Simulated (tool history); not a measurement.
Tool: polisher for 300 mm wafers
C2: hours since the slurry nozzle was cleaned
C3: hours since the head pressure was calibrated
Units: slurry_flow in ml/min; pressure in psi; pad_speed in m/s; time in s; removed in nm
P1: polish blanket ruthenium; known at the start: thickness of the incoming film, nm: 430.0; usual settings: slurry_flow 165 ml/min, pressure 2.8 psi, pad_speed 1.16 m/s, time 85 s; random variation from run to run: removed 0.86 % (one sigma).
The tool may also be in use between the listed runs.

Run 1, hour 4.1: slurry_flow 165 ml/min, pressure 2.8 psi, pad_speed 1.16 m/s, time 85 s; wafers polished on this pad 331; C2 231.3; C3 514.8. Result: removed 142.140 nm.
Run 2, hour 6.3: slurry_flow 165 ml/min, pressure 2.8 psi, pad_speed 1.16 m/s, time 39 s; wafers polished on this pad 347; C2 233.5; C3 517.0. Result: removed 65.566 nm.
Run 3, hour 8.5: slurry_flow 100 ml/min, pressure 2.8 psi, pad_speed 1.16 m/s, time 85 s; wafers polished on this pad 362; C2 235.7; C3 519.2. Result: removed 130.690 nm.
Run 4, hour 12.2: slurry_flow 165 ml/min, pressure 2.8 psi, pad_speed 1.16 m/s, time 113 s; wafers polished on this pad 388; C2 239.4; C3 522.9. Result: removed 186.640 nm.
At hour 13.8: head pressure recalibrated.
Run 5, hour 14.4: slurry_flow 165 ml/min, pressure 2.8 psi, pad_speed 1.72 m/s, time 85 s; wafers polished on this pad 403; C2 241.6; C3 0.7. Result: removed 208.010 nm.
Run 6, hour 18.5: slurry_flow 165 ml/min, pressure 2.8 psi, pad_speed 1.16 m/s, time 85 s; wafers polished on this pad 432; C2 245.7; C3 4.8. Result: removed 142.550 nm.
Run 7, hour 21.4: slurry_flow 230 ml/min, pressure 2.8 psi, pad_speed 0.78 m/s, time 85 s; wafers polished on this pad 452; C2 248.6; C3 7.7. Result: removed 99.230 nm.
Run 8, hour 24.7: slurry_flow 165 ml/min, pressure 2.8 psi, pad_speed 1.16 m/s, time 85 s; wafers polished on this pad 475; C2 251.9; C3 11.0. Result: removed 141.640 nm.
Run 9, hour 27.4: slurry_flow 165 ml/min, pressure 3.6 psi, pad_speed 1.16 m/s, time 85 s; wafers polished on this pad 494; C2 254.6; C3 13.7. Result: removed 183.830 nm.
Run 10, hour 30.6: slurry_flow 230 ml/min, pressure 2.8 psi, pad_speed 1.16 m/s, time 85 s; wafers polished on this pad 517; C2 257.8; C3 16.9. Result: removed 147.250 nm.
Run 11, hour 32.9: slurry_flow 165 ml/min, pressure 2.8 psi, pad_speed 0.56 m/s, time 85 s; wafers polished on this pad 533; C2 260.1; C3 19.2. Result: removed 68.183 nm.
Run 12, hour 34.9: slurry_flow 165 ml/min, pressure 2.8 psi, pad_speed 1.16 m/s, time 85 s; wafers polished on this pad 547; C2 262.1; C3 21.2. Result: removed 139.940 nm.
Run 13, hour 38.3: slurry_flow 165 ml/min, pressure 1.4 psi, pad_speed 1.16 m/s, time 85 s; wafers polished on this pad 570; C2 265.5; C3 24.6. Result: removed 70.439 nm.
Run 14, hour 41.0: slurry_flow 165 ml/min, pressure 2.8 psi, pad_speed 1.16 m/s, time 85 s; wafers polished on this pad 589; C2 268.2; C3 27.3. Result: removed 142.490 nm.
Run 15, hour 43.7: slurry_flow 165 ml/min, pressure 2.8 psi, pad_speed 1.16 m/s, time 85 s; wafers polished on this pad 608; C2 270.9; C3 30.0. Result: removed 144.130 nm.
Run 16, hour 47.6: slurry_flow 165 ml/min, pressure 2.8 psi, pad_speed 1.16 m/s, time 85 s; wafers polished on this pad 635; C2 274.8; C3 33.9. Result: removed 139.870 nm.

Forecast run 17:
Run 17, hour 51.2: slurry_flow 165 ml/min, pressure 2.8 psi, pad_speed 1.16 m/s, time 85 s; wafers polished on this pad 660; C2 278.4; C3 37.5. Result: removed ?.

removed: 138.900 nm
